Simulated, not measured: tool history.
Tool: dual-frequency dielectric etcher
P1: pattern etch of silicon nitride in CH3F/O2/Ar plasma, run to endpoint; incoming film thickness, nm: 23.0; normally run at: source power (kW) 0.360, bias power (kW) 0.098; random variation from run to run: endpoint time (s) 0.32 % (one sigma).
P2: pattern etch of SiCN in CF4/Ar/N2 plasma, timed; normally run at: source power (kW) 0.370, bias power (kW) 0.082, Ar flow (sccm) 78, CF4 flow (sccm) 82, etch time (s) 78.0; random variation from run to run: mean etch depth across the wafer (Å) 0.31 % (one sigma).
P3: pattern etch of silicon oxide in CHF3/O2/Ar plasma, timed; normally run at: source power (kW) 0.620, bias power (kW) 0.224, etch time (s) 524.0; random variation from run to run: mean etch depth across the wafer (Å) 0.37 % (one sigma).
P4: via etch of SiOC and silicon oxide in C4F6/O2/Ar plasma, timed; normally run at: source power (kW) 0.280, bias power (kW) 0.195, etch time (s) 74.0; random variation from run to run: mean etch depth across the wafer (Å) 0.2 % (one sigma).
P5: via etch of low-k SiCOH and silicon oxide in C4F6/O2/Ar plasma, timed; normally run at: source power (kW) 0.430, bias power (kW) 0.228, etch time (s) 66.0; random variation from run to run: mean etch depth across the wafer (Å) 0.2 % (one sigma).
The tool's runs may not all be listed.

run   hour  process that ran  source power (kW)  bias power (kW)  Ar flow (sccm)  CF4 flow (sccm)  etch time (s)  hours since the last wet clean  hours since the last source power generator calibration  hours since the last bias power generator calibration  endpoint time (s)  mean etch depth across the wafer (Å)
  1   14.6                P1              0.360            0.098                                                                           357.8                                                   1486.3                                                 2550.9             32.224
  2   31.7                P2              0.370            0.082              78               58           78.0                           374.9                                                   1503.4                                                 2568.0                                                   589.09
  3   46.0                P4              0.280            0.195                                            43.5                           389.2                                                   1517.7                                                 2582.3                                                   440.93
  4   62.7                P5              0.430            0.228                                            66.0                           405.9                                                   1534.4                                                 2599.0                                                  2055.70
  5   80.8                P3              0.620            0.224                                           691.5                           424.0                                                   1552.5                                                 2617.1                                                 15003.00
  6   92.5                P2              0.370            0.082              62               82           78.0                           435.7                                                   1564.2                                                 2628.8                                                   628.49
  7  106.1                P1              0.360            0.098                                                                           449.3                                                   1577.8                                                 2642.4             32.221
  8  117.9                P1              0.360            0.059                                                                           461.1                                                   1589.6                                                 2654.2             38.592
     121.8  -- wet clean of the chamber
  9  133.7                P2              0.230            0.082              78               82           78.0                            12.0                                                   1605.4                                                 2670.0                                                   403.97
 10  150.3                P5              0.430            0.150                                            66.0                            28.6                                                   1622.0                                                 2686.6                                                  1805.90
 11  161.7                P2              0.370            0.082              78               82           78.0                            40.0                                                   1633.4                                                 2698.0                                                   610.50
     166.5  -- bias power generator calibrated
 12  172.9                P4              0.280            0.195                                            74.0                            51.2                                                   1644.6                                                    6.4                                                   747.21
 13  182.9                P4              0.200            0.195                                            74.0                            61.2                                                   1654.6                                                   16.4                                                   655.63
 14  199.4                P5              0.300            0.228                                            66.0                            77.7                                                   1671.1                                                   32.9                                                  1794.10
 15  211.6                P5              0.430            0.228                                            98.0                            89.9                                                   1683.3                                                   45.1                                                  3046.90
 16  226.0                P1              0.460            0.124                                                                           104.3                                                   1697.7                                                   59.5             26.847
 17  243.6                P2              0.370            0.050              78               82           78.0                           121.9                                                   1715.3                                                   77.1                                                   521.09
 18  253.0                P4              0.280            0.195                                            74.0                           131.3                                                   1724.7                                                   86.5                                                   747.81
 19  262.2                P2              0.370            0.082              78               82          103.0                           140.5                                                   1733.9                                                   95.7                                                   810.62
 20  272.6                P1              0.360            0.098                                                                           150.9                                                   1744.3                                                  106.1             32.196
 21  286.1                P1              0.360            0.122                                                                           164.4                                                   1757.8                                                  119.6             29.544
 22  298.5                P1              0.360            0.098                                                                           176.8                                                   1770.2                                                  132.0             32.196
 23  314.9                P3              0.620            0.224                                           524.0                           193.2                                                   1786.6                                                  148.4                                                 11351.00
 24  332.1                P3              0.500            0.224                                           524.0                           210.4                                                   1803.8                                                  165.6                                                 10456.00
 25  345.3                P4              0.280            0.257                                            74.0                           223.6                                                   1817.0                                                  178.8                                                   822.79
 26  356.6                P3              0.620            0.290                                           524.0                           234.9                                                   1828.3                                                  190.1                                                 12501.00
 27  370.7                P5              0.430            0.228                                            66.0                           249.0                                                   1842.4                                                  204.2                                                  2058.90
 28  384.0                P1              0.230            0.098                                                                           262.3                                                   1855.7                                                  217.5             37.901
 29  400.9                P1              0.360            0.098                                                                           279.2                                                   1872.6                                                  234.4             31.989
 30  415.0                P1              0.490            0.098                                                                           293.3                                                   1886.7                                                  248.5             28.706
 31  432.8                P1              0.360            0.098                                                                           311.1                                                   1904.5                                                  266.3             32.256
 32  441.5                P1              0.360            0.098                                                                           319.8                                                   1913.2                                                  275.0             31.994
 33  457.9                P1              0.360            0.098                                                                           336.2                                                   1929.6                                                  291.4             31.855
     473.9  -- wet clean of the chamber
 34  475.3                P1              0.360            0.098                                                                             1.4                                                   1947.0                                                  308.8             31.899
 35  487.3                P1              0.360            0.098                                                                            13.4                                                   1959.0                                                  320.8             31.690
 36  501.7                P1              0.360            0.098                                                                            27.8                                                   1973.4                                                  335.2             31.710
 37  514.6                P1              0.360            0.098                                                                            40.7                                                   1986.3                                                  348.1             31.706

What P1 gives has crept away from where it was. These 2 causes fit the log equally well, each at the size given:
A: bias power that arrives over what is set, % = 4.4
B: source power that arrives over what is set, % = 4.37
The creep began at about hour 432.8.
Why every other cause is out:
chamber walls in a state that raises the etch rate, %: serviced at hour 473.9, which brought nothing back

4 check runs are offered, one wafer each, their results left as question marks. Which one tells the causes apart?
check 1  527.5                P3              0.620            0.281                                           524.0                                                                                                                                                                                                        ?
check 2  527.5                P4              0.220            0.236                                            74.0                                                                                                                                                                                                        ?
check 3  527.5                P5              0.350            0.228                                            89.5                                                                                                                                                                                                        ?
check 4  527.5                P2              0.370            0.053              78               62           78.0                                                                                                                                                                                                        ?

What each check would give under each cause:
  check                                result      if A      if B
check 1  mean etch depth across the wafer (Å)  12516.00  12519.00
check 2  mean etch depth across the wafer (Å)    739.37    740.05
check 3  mean etch depth across the wafer (Å)   2613.30   2618.30
check 4  mean etch depth across the wafer (Å)    516.46    528.99
How far apart the two closest causes lie, in the result that separates them most: check 1 0.03 %; check 2 0.09 %; check 3 0.19 %; check 4 2.4 %
Check 4 tells the causes apart: in the others they would give nearly the same result.

Check 4 was then run and gave: mean etch depth across the wafer (Å) 514.89. Which cause is it?

It is A: bias power that arrives over what is set, %.
